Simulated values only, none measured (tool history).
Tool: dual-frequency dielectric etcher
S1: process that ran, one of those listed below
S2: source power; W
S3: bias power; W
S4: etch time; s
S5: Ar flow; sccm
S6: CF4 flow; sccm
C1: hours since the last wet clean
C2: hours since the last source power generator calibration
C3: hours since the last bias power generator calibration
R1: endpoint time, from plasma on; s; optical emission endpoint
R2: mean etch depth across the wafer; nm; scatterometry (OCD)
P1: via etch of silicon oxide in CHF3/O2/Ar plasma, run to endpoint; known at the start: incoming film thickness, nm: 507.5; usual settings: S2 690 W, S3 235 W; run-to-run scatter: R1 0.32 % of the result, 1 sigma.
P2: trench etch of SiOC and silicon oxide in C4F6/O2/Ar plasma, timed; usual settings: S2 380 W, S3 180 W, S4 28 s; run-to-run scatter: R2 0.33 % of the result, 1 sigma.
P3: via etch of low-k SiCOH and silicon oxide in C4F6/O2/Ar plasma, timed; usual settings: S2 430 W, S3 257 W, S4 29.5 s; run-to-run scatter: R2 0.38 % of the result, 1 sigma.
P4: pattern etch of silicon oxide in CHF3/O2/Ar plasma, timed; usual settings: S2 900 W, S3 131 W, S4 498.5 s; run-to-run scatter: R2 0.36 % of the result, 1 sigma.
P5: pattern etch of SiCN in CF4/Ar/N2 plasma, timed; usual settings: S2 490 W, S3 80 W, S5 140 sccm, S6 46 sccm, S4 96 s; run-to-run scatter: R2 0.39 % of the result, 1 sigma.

run     day  S1   S2   S3     S4   S5  S6     C1      C2      C3      R1      R2
  1   0.375  P1  690  235                  163.8  3652.3  1311.5  226.76
  2   0.908  P2  380  106     28           176.6  3665.1  1324.3          45.438
  3   1.338  P4  900  131  498.5           186.9  3675.4  1334.6          997.86
  4   1.604  P3  330  257   29.5           193.3  3681.8    1341          73.889
  5   2.083  P1  690  235                  204.8  3693.3  1352.5  226.65
      2.175  -- source power generator calibrated
  6   2.496  P5  490   80     96  140  46  214.7     7.7  1362.4          81.088
  7   2.775  P4  900  131  498.5           221.4    14.4  1369.1          998.93
  8   3.083  P2  380  180     28           228.8    21.8  1376.5          52.895
  9   3.542  P1  690  235                  239.8    32.8  1387.5  225.45
 10   3.838  P3  430  257     19           246.9    39.9  1394.6          52.505
 11   4.208  P3  430  305   29.5           255.8    48.8  1403.5          86.639
 12   4.638  P4  900   84  498.5           266.1    59.1  1413.8          874.97
 13   5.254  P4  630  131  498.5           280.9    73.9  1428.6          869.01
 14   5.521  P1  820  189                  287.3    80.3    1435  228.53
 15   6.058  P1  890  235                  300.2    93.2  1447.9  204.63
 16   6.525  P1  690  235                  311.4   104.4  1459.1  225.55
 17       7  P5  340   80     96  140  46  322.8   115.8  1470.5          59.236
 18   7.617  P5  490   80     96  172  46  337.6   130.6  1485.3          78.221
 19   8.017  P2  380  180   15.5           347.2   140.2  1494.9          29.586
      8.488  -- bias power generator calibrated
      8.496  -- wet clean of the chamber
 20   8.521  P5  490   80    124  140  46    0.7   152.3     0.8          104.41
 21   9.071  P5  490   49     96  140  46   13.9   165.5      14          67.762
 22     9.5  P3  430  257   29.5            24.2   175.8    24.3          81.695
 23  10.033  P1  420  311                     37   188.6    37.1  245.47
 24  10.446  P1  690  235                   46.9   198.5      47     226
 25  10.925  P2  470  180     28            58.4     210    58.5          58.273
 26  11.542  P1  690  235                   73.2   224.8    73.3  226.03
 27  11.821  P4  900  131    645            79.9   231.5      80          1287.5
 28  12.338  P1  560  235                   92.3   243.9    92.4  245.43
 29    12.7  P1  690  151                    101   252.6   101.1  261.43
 30  13.046  P5  490   80     96  140  32  109.3   260.9   109.4          75.516
 31  13.458  P2  380  180     28           119.2   270.8   119.3          53.225
 32  13.725  P1  690  290                  125.6   277.2   125.7  209.19
 33  14.188  P1  690  235                  136.7   288.3   136.8  225.32
 34  14.604  P1  690  235                  146.7   298.3   146.8  227.51
 35    15.2  P1  690  235                    161   312.6   161.1  227.75
 36  15.733  P1  690  235                  173.8   325.4   173.9   227.3
 37   16.05  P1  690  235                  181.4     333   181.5  228.55
 38  16.612  P1  690  235                  194.9   346.5     195  229.04
     16.767  -- wet clean of the chamber
 39  17.196  P1  690  235                   10.3   360.5     209  228.88
 40  17.775  P1  690  235                   24.2   374.4   222.9  229.48
 41  18.192  P1  690  235                   34.2   384.4   232.9  229.19
 42  18.725  P1  690  235                     47   397.2   245.7  229.17

What P1 gives has crept away from where it was. These 2 causes fit the log equally well, each at the size given:
A: source power that arrives under what is set, % = 4.51
B: bias power that arrives under what is set, % = 4.87
The creep began at about day 14.188.
Why every other cause is out:
chamber walls in a state that lowers the etch rate, %: serviced at day 16.767, which brought nothing back

4 check runs are offered, each on 2 wafers whose results are averaged, their results left as question marks. Which one tells the causes apart?
check 1  19.258  P5  490   80     96  140  46                   ?
check 2  19.258  P4  900  131  498.5                            ?
check 3  19.258  P3  430  257   29.5                            ?
check 4  19.258  P2  380  180     28                            ?

What each check would give under each cause:
  check  result    if A    if B
check 1      R2  77.647  79.217
check 2      R2  979.47  982.52
check 3      R2  80.474  80.542
check 4      R2   52.19  52.303
How far apart the two closest causes lie, in the result that separates them most: check 1 2 %; check 2 0.31 %; check 3 0.08 %; check 4 0.22 %
Only check 1 tells the causes apart: in the others they would give nearly the same result.

Check 1 was then run and gave: R2 77.936 nm. Which cause is it?

It is A: source power that arrives under what is set, %.
